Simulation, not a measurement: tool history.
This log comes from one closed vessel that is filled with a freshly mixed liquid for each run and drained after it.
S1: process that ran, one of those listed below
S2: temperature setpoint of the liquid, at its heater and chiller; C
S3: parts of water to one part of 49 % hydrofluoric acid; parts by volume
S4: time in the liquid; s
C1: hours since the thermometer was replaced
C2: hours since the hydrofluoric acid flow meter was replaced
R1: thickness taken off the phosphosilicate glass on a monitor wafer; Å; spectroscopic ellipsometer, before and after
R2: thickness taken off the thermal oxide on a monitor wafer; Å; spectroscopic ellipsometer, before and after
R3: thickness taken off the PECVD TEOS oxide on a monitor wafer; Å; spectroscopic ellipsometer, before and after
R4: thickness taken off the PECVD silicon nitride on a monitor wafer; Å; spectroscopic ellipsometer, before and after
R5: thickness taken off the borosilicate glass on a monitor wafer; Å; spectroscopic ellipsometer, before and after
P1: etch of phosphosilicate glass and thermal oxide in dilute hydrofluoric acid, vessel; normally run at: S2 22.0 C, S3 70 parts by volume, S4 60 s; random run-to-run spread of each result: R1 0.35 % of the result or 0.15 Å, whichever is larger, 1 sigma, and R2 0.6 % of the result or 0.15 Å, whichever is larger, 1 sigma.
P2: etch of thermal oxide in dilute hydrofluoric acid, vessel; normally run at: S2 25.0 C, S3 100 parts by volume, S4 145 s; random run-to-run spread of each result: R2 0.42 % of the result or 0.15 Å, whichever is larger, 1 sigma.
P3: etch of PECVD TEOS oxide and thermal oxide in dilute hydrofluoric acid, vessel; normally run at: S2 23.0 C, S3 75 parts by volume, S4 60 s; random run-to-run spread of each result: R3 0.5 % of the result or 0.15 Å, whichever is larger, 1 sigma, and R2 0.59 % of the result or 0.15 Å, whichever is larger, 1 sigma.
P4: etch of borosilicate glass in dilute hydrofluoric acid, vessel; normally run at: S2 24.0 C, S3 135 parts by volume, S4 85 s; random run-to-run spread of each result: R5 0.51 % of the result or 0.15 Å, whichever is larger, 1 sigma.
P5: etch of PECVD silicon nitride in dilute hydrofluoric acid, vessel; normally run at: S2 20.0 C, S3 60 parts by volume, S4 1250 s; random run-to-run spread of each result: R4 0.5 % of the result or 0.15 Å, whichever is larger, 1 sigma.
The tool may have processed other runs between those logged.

Run 1, hour 10.2: S1 P1, S2 22.0 C, S3 70 parts by volume, S4 60 s; C1 669.3; C2 393.5. Result: R1 1583.20 Å, R2 40.051 Å.
Run 2, hour 21.5: S1 P1, S2 22.0 C, S3 70 parts by volume, S4 30 s; C1 680.6; C2 404.8. Result: R1 797.37 Å, R2 19.909 Å.
Run 3, hour 32.6: S1 P3, S2 23.0 C, S3 20 parts by volume, S4 60 s; C1 691.7; C2 415.9. Result: R2 148.580 Å, R3 870.14 Å.
Run 4, hour 46.0: S1 P3, S2 29.5 C, S3 75 parts by volume, S4 60 s; C1 705.1; C2 429.3. Result: R2 47.924 Å, R3 279.12 Å.
Run 5, hour 56.8: S1 P1, S2 22.0 C, S3 70 parts by volume, S4 60 s; C1 715.9; C2 440.1. Result: R1 1583.90 Å, R2 39.848 Å.
Run 6, hour 66.6: S1 P5, S2 20.0 C, S3 100 parts by volume, S4 1250 s; C1 725.7; C2 449.9. Result: R4 364.17 Å.
Run 7, hour 73.2: S1 P1, S2 22.0 C, S3 70 parts by volume, S4 105 s; C1 732.3; C2 456.5. Result: R1 2769.40 Å, R2 69.229 Å.
Run 8, hour 81.7: S1 P3, S2 23.0 C, S3 75 parts by volume, S4 60 s; C1 740.8; C2 465.0. Result: R2 37.299 Å, R3 216.32 Å.
Run 9, hour 90.8: S1 P5, S2 17.0 C, S3 60 parts by volume, S4 1250 s; C1 749.9; C2 474.1. Result: R4 485.72 Å.
Run 10, hour 97.0: S1 P4, S2 17.5 C, S3 135 parts by volume, S4 85 s; C1 756.1; C2 480.3. Result: R5 137.97 Å.
Run 11, hour 109.7: S1 P1, S2 22.0 C, S3 70 parts by volume, S4 60 s; C1 768.8; C2 493.0. Result: R1 1584.20 Å, R2 39.824 Å.
Run 12, hour 123.1: S1 P2, S2 25.0 C, S3 100 parts by volume, S4 280 s; C1 782.2; C2 506.4. Result: R2 135.620 Å.
Run 13, hour 134.0: S1 P1, S2 22.0 C, S3 70 parts by volume, S4 60 s; C1 793.1; C2 517.3. Result: R1 1583.90 Å, R2 39.575 Å.
Run 14, hour 142.5: S1 P4, S2 24.0 C, S3 80 parts by volume, S4 85 s; C1 801.6; C2 525.8. Result: R5 320.01 Å.
Run 15, hour 149.2: S1 P1, S2 22.0 C, S3 25 parts by volume, S4 60 s; C1 808.3; C2 532.5. Result: R1 4686.10 Å, R2 118.760 Å.
Run 16, hour 156.8: S1 P1, S2 26.0 C, S3 70 parts by volume, S4 60 s; C1 815.9; C2 540.1. Result: R1 1876.30 Å, R2 47.092 Å.
Run 17, hour 165.1: S1 P5, S2 20.0 C, S3 60 parts by volume, S4 550 s; C1 824.2; C2 548.4. Result: R4 263.69 Å.
Run 18, hour 175.4: S1 P1, S2 17.0 C, S3 70 parts by volume, S4 60 s; C1 834.5; C2 558.7. Result: R1 1282.60 Å, R2 32.577 Å.
Run 19, hour 183.4: S1 P1, S2 22.0 C, S3 70 parts by volume, S4 60 s; C1 842.5; C2 566.7. Result: R1 1590.30 Å, R2 39.774 Å.
Run 20, hour 195.1: S1 P4, S2 24.0 C, S3 135 parts by volume, S4 85 s; C1 854.2; C2 578.4. Result: R5 176.68 Å.
Run 21, hour 206.2: S1 P1, S2 22.0 C, S3 45 parts by volume, S4 30 s; C1 865.3; C2 589.5. Result: R1 1267.60 Å, R2 32.102 Å.
Run 22, hour 213.2: S1 P1, S2 22.0 C, S3 125 parts by volume, S4 60 s; C1 872.3; C2 596.5. Result: R1 830.99 Å, R2 20.831 Å.
Run 23, hour 224.5: S1 P4, S2 24.0 C, S3 135 parts by volume, S4 125 s; C1 883.6; C2 607.8. Result: R5 261.54 Å.
Run 24, hour 237.0: S1 P1, S2 22.0 C, S3 70 parts by volume, S4 60 s; C1 896.1; C2 620.3. Result: R1 1594.10 Å, R2 39.629 Å.
Run 25, hour 247.1: S1 P2, S2 25.0 C, S3 35 parts by volume, S4 145 s; C1 906.2; C2 630.4. Result: R2 217.850 Å.
Run 26, hour 255.8: S1 P2, S2 33.0 C, S3 100 parts by volume, S4 145 s; C1 914.9; C2 639.1. Result: R2 95.472 Å.
Run 27, hour 265.9: S1 P5, S2 20.0 C, S3 60 parts by volume, S4 1250 s; C1 925.0; C2 649.2. Result: R4 601.37 Å.
Run 28, hour 277.8: S1 P4, S2 24.0 C, S3 135 parts by volume, S4 85 s; C1 936.9; C2 661.1. Result: R5 178.19 Å.
Run 29, hour 291.8: S1 P2, S2 25.0 C, S3 100 parts by volume, S4 145 s; C1 950.9; C2 675.1. Result: R2 70.243 Å.
Run 30, hour 298.9: S1 P3, S2 23.0 C, S3 75 parts by volume, S4 30 s; C1 958.0; C2 682.2. Result: R2 18.744 Å, R3 107.50 Å.

Run 31 is up next; what results do you expect?
Run 31, hour 306.2: S1 P1, S2 27.5 C, S3 70 parts by volume, S4 30 s; C1 965.3; C2 689.5. Result: R1 ?, R2 ?.

{"run 31": {"R1": 983.8, "R2": 24.785}}
